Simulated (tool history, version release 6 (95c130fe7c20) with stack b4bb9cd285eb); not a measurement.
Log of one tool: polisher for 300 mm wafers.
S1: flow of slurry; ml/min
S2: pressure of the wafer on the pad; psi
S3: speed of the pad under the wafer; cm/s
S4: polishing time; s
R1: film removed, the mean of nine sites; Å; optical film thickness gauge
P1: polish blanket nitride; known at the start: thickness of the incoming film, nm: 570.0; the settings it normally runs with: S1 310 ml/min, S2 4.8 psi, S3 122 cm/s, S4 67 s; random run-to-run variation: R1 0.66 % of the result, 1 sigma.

| run | hour | S1 | S2 | S3 | S4 | R1 |
|---|---|---|---|---|---|---|
| 1 | 4.6 | 310 | 4.8 | 122 | 67 | 1623.40 |
| 2 | 8.9 | 310 | 4.8 | 62 | 67 | 939.13 |
| 3 | 12.8 | 310 | 7.5 | 122 | 67 | 2512.50 |
| 4 | 20.1 | 205 | 4.8 | 122 | 48 | 1089.60 |
| 5 | 25.1 | 310 | 4.8 | 122 | 67 | 1596.30 |
| 6 | 31.5 | 310 | 4.8 | 122 | 67 | 1619.30 |
|  | 33.0 | slurry nozzle cleaned |
| 7 | 38.6 | 310 | 4.8 | 122 | 35 | 832.06 |
| 8 | 46.5 | 310 | 4.8 | 122 | 67 | 1595.00 |
| 9 | 54.8 | 310 | 4.8 | 122 | 99 | 2374.00 |
| 10 | 61.1 | 185 | 4.8 | 122 | 67 | 1518.60 |
| 11 | 68.7 | 420 | 4.8 | 122 | 67 | 1644.10 |
| 12 | 74.3 | 310 | 4.8 | 184 | 67 | 2235.50 |
| 13 | 80.2 | 310 | 2.5 | 122 | 67 | 834.32 |
| 14 | 85.4 | 310 | 4.8 | 122 | 67 | 1604.50 |
| 15 | 93.2 | 310 | 4.8 | 122 | 67 | 1569.50 |
| 16 | 97.9 | 310 | 4.8 | 122 | 67 | 1566.90 |
| 17 | 102.7 | 310 | 4.8 | 122 | 67 | 1552.10 |
| 18 | 109.0 | 310 | 4.8 | 122 | 67 | 1539.10 |
|  | 116.1 | worn pad replaced by a new one |
| 19 | 116.9 | 310 | 4.8 | 122 | 67 | 1544.20 |
| 20 | 121.8 | 310 | 4.8 | 122 | 67 | 1524.00 |
| 21 | 127.3 | 310 | 4.8 | 122 | 67 | 1507.60 |
| 22 | 132.5 | 310 | 4.8 | 122 | 67 | 1525.40 |
| 23 | 140.8 | 310 | 4.8 | 122 | 67 | 1526.40 |

P1 has crept away from where it was. The log is fitted equally well by each of these 2 causes, at the sizes shown:
A: head's pressure below its setpoint, % = 4.48
B: slurry flow missing at the pad, % = 34.8
The gradual shift began around hour 85.4.
Excluded causes, each with its reason:
removal rate lost through wear of the pad, %: its service at hour 116.1 followed the start of the drift and did not put the process back to its old value

Which of the check runs below tells the causes apart, meaning the causes would give it clearly different results? Each run uses 3 wafers whose results are averaged, and each result is shown as a question mark.
| check 1 | 149.1 | 310 | 4.8 | 122 | 50 | ? |
| check 2 | 149.1 | 310 | 2.5 | 122 | 67 | ? |
| check 3 | 149.1 | 185 | 4.8 | 122 | 67 | ? |
| check 4 | 149.1 | 310 | 3.8 | 88 | 67 | ? |

If the cause were each of the candidates in turn, the checks would give the following:
| check | result | if A | if B |
|---|---|---|---|
| check 1 | R1 | 1143.70 | 1143.60 |
| check 2 | R1 | 798.18 | 798.13 |
| check 3 | R1 | 1446.20 | 1405.40 |
| check 4 | R1 | 934.20 | 934.15 |
Smallest distance between any two causes, each pair judged by its most separating result, in per cent: check 1 0.01 %; check 2 0.01 %; check 3 2.87 %; check 4 0.01 %
Only check 3 tells the causes apart: in the others they would give nearly the same result.

Check 3 was carried out, with these results: R1 1442.90 Å. Which of the listed causes is responsible?

It is A: head's pressure below its setpoint, %.
